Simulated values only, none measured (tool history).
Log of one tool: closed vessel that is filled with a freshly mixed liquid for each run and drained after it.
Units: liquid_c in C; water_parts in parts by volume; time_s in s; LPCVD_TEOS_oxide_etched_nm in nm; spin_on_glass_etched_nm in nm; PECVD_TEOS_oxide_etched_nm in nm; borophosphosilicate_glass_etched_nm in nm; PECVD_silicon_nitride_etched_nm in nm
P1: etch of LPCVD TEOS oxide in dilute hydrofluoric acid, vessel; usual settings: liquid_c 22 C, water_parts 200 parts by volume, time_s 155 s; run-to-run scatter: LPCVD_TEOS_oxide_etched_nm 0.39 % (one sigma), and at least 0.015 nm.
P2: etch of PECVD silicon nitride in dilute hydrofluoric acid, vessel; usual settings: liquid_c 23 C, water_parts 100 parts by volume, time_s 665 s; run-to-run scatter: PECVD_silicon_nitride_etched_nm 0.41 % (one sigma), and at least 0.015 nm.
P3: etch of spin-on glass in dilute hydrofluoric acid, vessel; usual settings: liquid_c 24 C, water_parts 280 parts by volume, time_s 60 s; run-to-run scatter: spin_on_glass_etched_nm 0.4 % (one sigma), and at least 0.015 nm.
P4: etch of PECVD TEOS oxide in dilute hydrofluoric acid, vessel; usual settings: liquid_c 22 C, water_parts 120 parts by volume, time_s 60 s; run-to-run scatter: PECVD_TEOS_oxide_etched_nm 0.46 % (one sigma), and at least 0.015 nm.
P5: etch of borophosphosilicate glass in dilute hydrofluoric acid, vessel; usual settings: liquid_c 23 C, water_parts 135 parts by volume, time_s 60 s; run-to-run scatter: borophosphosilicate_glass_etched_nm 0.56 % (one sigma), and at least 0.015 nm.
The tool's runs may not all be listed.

run	hour	process	liquid_c	water_parts	time_s	hours since the thermometer was replaced	hours since the hydrofluoric acid flow meter was replaced	LPCVD_TEOS_oxide_etched_nm	spin_on_glass_etched_nm	PECVD_TEOS_oxide_etched_nm	borophosphosilicate_glass_etched_nm	PECVD_silicon_nitride_etched_nm
1	12.5	P1	22	200	155	447.8	375.7	10.737				
2	30.8	P3	24	55	60	466.1	394		47.667			
3	40.5	P1	22	200	155	475.8	403.7	10.744				
4	57.9	P4	22	120	60	493.2	421.1			8.7222		
5	66.5	P4	22	220	60	501.8	429.7			4.2963		
6	77.8	P3	24	280	115	513.1	441		13.852			
7	93.8	P1	22	200	55	529.1	457	3.8295				
8	109.1	P4	22	120	60	544.4	472.3			8.7379		
9	120.4	P3	24	280	60	555.7	483.6		7.2549			
10	135.9	P5	23	35	60	571.2	499.1				127.79	
11	147.9	P5	23	135	105	583.2	511.1				50.865	
12	164.3	P1	22	305	65	599.6	527.5	2.6666				
13	177.7	P1	22	200	155	613	540.9	10.795				
14	195.6	P4	30	120	60	630.9	558.8			11.754		
15	213.8	P2	18.5	100	665	649.1	577					8.3032
16	226.6	P2	23	100	1270	661.9	589.8					21.589
17	241.4	P1	28	200	155	676.7	604.6	13.42				
18	249.8	P2	23	100	665	685.1	613					11.3
19	260.3	P1	22	75	155	695.6	623.5	33.317				
20	272.9	P5	23	135	60	708.2	636.1				29.085	
21	281.6	P1	22	200	155	716.9	644.8	10.718				
22	293.9	P1	22	200	155	729.2	657.1	10.767				
23	311.8	P1	26	200	295	747.1	675	23.611				
24	328.7	P1	22	320	155	764	691.9	6.0408				
25	336.9	P1	22	200	295	772.2	700.1	20.442				
26	354.5	P3	31	280	60	789.8	717.7		9.1894			
27	365	P1	22	200	155	800.3	728.2	10.771				
28	375.1	P5	29.5	135	60	810.4	738.3				37.318	
29	390.4	P1	22	305	70	825.7	753.6	2.8916				
30	401.3	P4	22	120	105	836.6	764.5			15.238		
31	415.3	P1	17	200	155	850.6	778.5	8.9026				
32	430.5	P3	24	280	60	865.8	793.7		7.2374			
33	443.1	P2	23	55	665	878.4	806.3					20.361
34	459.7	P5	23	135	60	895	822.9				29.063	
35	478.4	P1	22	200	155	913.7	841.6	10.75				
36	496.8	P1	22	200	155	932.1	860	10.4				
37	507.7	P1	22	200	155	943	870.9	10.297				
38	522.6	P1	22	200	155	957.9	885.8	10.166				
39	538.3	P1	22	200	155	973.6	901.5	10.058				
40	547	P1	22	200	155	982.3	910.2	10.127				
41	556.1	P1	22	200	155	991.4	919.3	10.057				
42	572.8	P1	22	200	155	1008.1	936	10.082				

What P1 gives has crept away from where it was. These 2 causes fit the log equally well, each at the size given:
A: hydrofluoric acid flow below the setpoint (%) = 5.4
B: liquid colder than its thermometer reads (K) = 1.76
The creep began at about hour 478.4.

4 check runs are offered, one wafer each, their results left as question marks. Which one tells the causes apart?
check 1	589.5	P2	23	70	1245							?
check 2	589.5	P5	23	55	100						?	
check 3	589.5	P4	22	160	60					?		
check 4	589.5	P3	24	280	105				?			

What each check would give under each cause:
check	result	if A	if B
check 1	PECVD_silicon_nitride_etched_nm	28.446	26.663
check 2	borophosphosilicate_glass_etched_nm	123.82	122.14
check 3	PECVD_TEOS_oxide_etched_nm	5.86	5.8392
check 4	spin_on_glass_etched_nm	11.822	11.925
How far apart the two closest causes lie, in the result that separates them most: check 1 6.47 %; check 2 1.37 %; check 3 0.36 %; check 4 0.87 %
Check 1 tells the causes apart: in the others they would give nearly the same result.

Then check 1 was run and gave: PECVD_silicon_nitride_etched_nm 26.67 nm. Which cause is it?

It is B: liquid colder than its thermometer reads (K).

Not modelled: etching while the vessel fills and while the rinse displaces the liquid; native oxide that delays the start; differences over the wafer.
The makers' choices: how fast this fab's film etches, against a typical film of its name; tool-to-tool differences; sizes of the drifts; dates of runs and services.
